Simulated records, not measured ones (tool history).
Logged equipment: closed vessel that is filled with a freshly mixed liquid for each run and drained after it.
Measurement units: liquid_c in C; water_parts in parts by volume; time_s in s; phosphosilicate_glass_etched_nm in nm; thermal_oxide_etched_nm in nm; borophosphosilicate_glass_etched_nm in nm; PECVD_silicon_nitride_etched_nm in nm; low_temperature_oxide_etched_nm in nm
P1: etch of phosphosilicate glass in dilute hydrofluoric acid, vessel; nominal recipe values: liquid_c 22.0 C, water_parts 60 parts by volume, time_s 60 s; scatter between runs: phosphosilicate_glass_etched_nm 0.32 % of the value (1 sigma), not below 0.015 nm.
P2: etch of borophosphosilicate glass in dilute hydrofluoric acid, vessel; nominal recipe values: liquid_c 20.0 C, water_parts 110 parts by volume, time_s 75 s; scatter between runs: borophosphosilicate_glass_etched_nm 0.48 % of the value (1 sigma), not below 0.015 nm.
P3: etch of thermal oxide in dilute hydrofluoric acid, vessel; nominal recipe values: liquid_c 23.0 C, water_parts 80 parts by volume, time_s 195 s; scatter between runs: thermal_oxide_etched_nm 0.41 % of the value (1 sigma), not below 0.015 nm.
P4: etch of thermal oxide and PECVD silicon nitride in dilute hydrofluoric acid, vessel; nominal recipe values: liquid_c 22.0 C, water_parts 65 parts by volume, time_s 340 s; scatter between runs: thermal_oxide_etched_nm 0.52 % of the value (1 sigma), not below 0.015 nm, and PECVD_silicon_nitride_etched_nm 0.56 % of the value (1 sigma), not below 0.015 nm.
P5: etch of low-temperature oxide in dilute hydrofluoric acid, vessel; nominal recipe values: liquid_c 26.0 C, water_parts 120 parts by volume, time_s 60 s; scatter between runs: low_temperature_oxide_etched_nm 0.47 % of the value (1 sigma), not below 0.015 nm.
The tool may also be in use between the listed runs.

run   hour  process  liquid_c  water_parts  time_s  hours since the thermometer was replaced  hours since the hydrofluoric acid flow meter was replaced  phosphosilicate_glass_etched_nm  thermal_oxide_etched_nm  borophosphosilicate_glass_etched_nm  PECVD_silicon_nitride_etched_nm  low_temperature_oxide_etched_nm
  1    4.0       P1      22.0           60      60                                     995.0                                                      327.1                           66.276
  2    7.6       P3      23.0           80     195                                     998.6                                                      330.7                                                   11.0490
  3    9.7       P3      23.0           80     195                                    1000.7                                                      332.8                                                   11.0560
  4   13.6       P1      22.0           95      60                                    1004.6                                                      336.7                           40.116
  5   15.8       P1      29.5           60      90                                    1006.8                                                      338.9                          134.160
  6   17.8       P2      20.0           55      75                                    1008.8                                                      340.9                                                                                         64.508
  7   21.7       P4      22.0           20     340                                    1012.7                                                      344.8                                                   80.8460                                                                82.626
  8   25.8       P1      22.0           60      30                                    1016.8                                                      348.9                           33.319
  9   28.2       P1      25.5           60      60                                    1019.2                                                      351.3                           76.460
 10   31.2       P4      30.0           65     340                                    1022.2                                                      354.3                                                   32.8800                                                                44.801
 11   35.4       P4      22.0           65     655                                    1026.4                                                      358.5                                                   45.3280                                                                50.392
 12   38.9       P5      26.0          120      60                                    1029.9                                                      362.0                                                                                                                                                          10.8170
 13   42.8       P5      26.0          120     110                                    1033.8                                                      365.9                                                                                                                                                          19.9480
 14   46.8       P2      20.0          110     140                                    1037.8                                                      369.9                                                                                         56.985
 15   51.1       P1      22.0           35      60                                    1042.1                                                      374.2                          117.620
 16   54.3       P5      26.0           35      60                                    1045.3                                                      377.4                                                                                                                                                          41.5710
 17   57.9       P2      26.0          110      75                                    1048.9                                                      381.0                                                                                         38.286
 18   60.2       P1      17.0           60      60                                    1051.2                                                      383.3                           53.499
 19   64.1       P3      27.5           80     195                                    1055.1                                                      387.2                                                   13.1720
 20   66.3       P1      22.0           60      60                                    1057.3                                                      389.4                           66.554
 21   68.3       P1      22.0           60     110                                    1059.3                                                      391.4                          121.360
 22   71.9       P1      22.0           60      60                                    1062.9                                                      395.0                           66.220
 23   74.2       P5      26.0          120      60                                    1065.2                                                      397.3                                                                                                                                                          10.7510
 24   76.8       P2      20.0          110      75                                    1067.8                                                      399.9                                                                                         30.162
 25   79.3       P1      22.0           60      60                                    1070.3                                                      402.4                           65.924
 26   82.5       P1      22.0           60      60                                    1073.5                                                      405.6                           66.340
 27   85.1       P5      20.0          120      60                                    1076.1                                                      408.2                                                                                                                                                           8.5537
 28   87.6       P3      23.0          125     195                                    1078.6                                                      410.7                                                    6.6978
 29   89.8       P3      23.0           80     330                                    1080.8                                                      412.9                                                   18.6100
 30   93.0       P1      22.0           60      60                                    1084.0                                                      416.1                           66.342
 31   95.0       P4      22.0           65     340                                    1086.0                                                      418.1                                                   23.6640                                                                26.329
 32   97.7       P1      22.0           60      60                                    1088.7                                                      420.8                           66.096
 33  100.6       P1      22.0           60      60                                    1091.6                                                      423.7                           64.114
 34  103.2       P1      22.0           60      60                                    1094.2                                                      426.3                           62.177
 35  106.7       P1      22.0           60      60                                    1097.7                                                      429.8                           61.013
 36  108.6       P1      22.0           60      60                                    1099.6                                                      431.7                           61.178
 37  110.7       P1      22.0           60      60                                    1101.7                                                      433.8                           60.478
 38  114.3       P1      22.0           60      60                                    1105.3                                                      437.4                           60.099
 39  118.0       P1      22.0           60      60                                    1109.0                                                      441.1                           59.688
 40  121.1       P1      22.0           60      60                                    1112.1                                                      444.2                           59.734

What P1 gives has crept off from where it sat before. The 2 causes that follow fit the log equally well, each at the size noted:
A: hydrofluoric acid flow below the setpoint (%) = 8.96
B: liquid colder than its thermometer reads (K) = 2.42
The creep began at about hour 97.7.

4 check runs are offered, one wafer each, their results left as question marks. Which one tells the causes apart?
check 1  124.2       P5      22.0          120     105                                                                                                                                                                                                                                                                     ?
check 2  124.2       P4      27.5           65     605                                                                                                                                                              ?                                                                     ?
check 3  124.2       P3      23.0          120     195                                                                                                                                                              ?
check 4  124.2       P2      20.0           70     125                                                                                                                                                                                                   ?

What every check run would give for each of its results, assuming each possible cause in turn:
  check                               result     if A     if B
check 1      low_temperature_oxide_etched_nm  14.6430  14.7870
check 2              thermal_oxide_etched_nm  47.4090  47.7100
check 2      PECVD_silicon_nitride_etched_nm   61.517   57.580
check 3              thermal_oxide_etched_nm   6.3063   6.3761
check 4  borophosphosilicate_glass_etched_nm   74.918   74.880
Distance between the nearest two causes, measured in the result of the check that separates them most: check 1 0.98 %; check 2 6.61 %; check 3 1.1 %; check 4 0.05 %
Check 2 tells the causes apart: in the others they would give nearly the same result.

Check 2 was then run and gave: thermal_oxide_etched_nm 47.9340 nm; PECVD_silicon_nitride_etched_nm 57.375 nm. Which cause is it?

Of the candidate causes, it is B: liquid colder than its thermometer reads (K).
